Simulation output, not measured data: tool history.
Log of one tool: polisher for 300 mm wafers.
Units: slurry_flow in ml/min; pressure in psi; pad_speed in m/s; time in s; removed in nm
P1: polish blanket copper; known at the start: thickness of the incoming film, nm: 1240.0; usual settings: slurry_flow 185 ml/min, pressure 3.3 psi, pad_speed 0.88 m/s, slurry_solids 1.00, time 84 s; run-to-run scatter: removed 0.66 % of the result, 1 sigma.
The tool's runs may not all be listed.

run,day,slurry_flow,pressure,pad_speed,slurry_solids,time,removed
1,0.400,185,3.3,0.88,1.00,84,257.090
2,0.638,110,3.3,0.88,1.00,84,232.430
3,0.942,185,1.5,0.88,1.00,84,115.220
# day 1.129: head pressure recalibrated
4,1.308,185,3.3,0.88,1.00,126,381.740
5,1.800,185,3.3,0.40,1.00,84,117.260
6,2.179,185,3.3,0.88,0.55,125,339.400
7,2.600,185,3.3,0.88,1.00,84,258.960
8,3.071,185,2.1,0.54,1.00,84,99.031
9,3.467,290,3.3,0.88,1.00,84,272.530
10,3.883,185,3.3,1.30,1.00,84,379.530
11,4.304,185,3.3,0.88,1.25,84,269.900
12,4.633,185,3.3,0.88,0.55,84,225.940
13,5.029,185,3.3,0.88,1.00,84,257.370
14,5.404,185,3.3,0.88,1.00,48,145.930
15,5.662,185,5.3,0.88,1.00,84,409.070
16,5.996,185,3.3,0.88,1.00,84,258.980

Forecast run 17:
17,6.412,185,3.3,0.88,1.00,84,?

Run 17 gave removed 254.410 nm.

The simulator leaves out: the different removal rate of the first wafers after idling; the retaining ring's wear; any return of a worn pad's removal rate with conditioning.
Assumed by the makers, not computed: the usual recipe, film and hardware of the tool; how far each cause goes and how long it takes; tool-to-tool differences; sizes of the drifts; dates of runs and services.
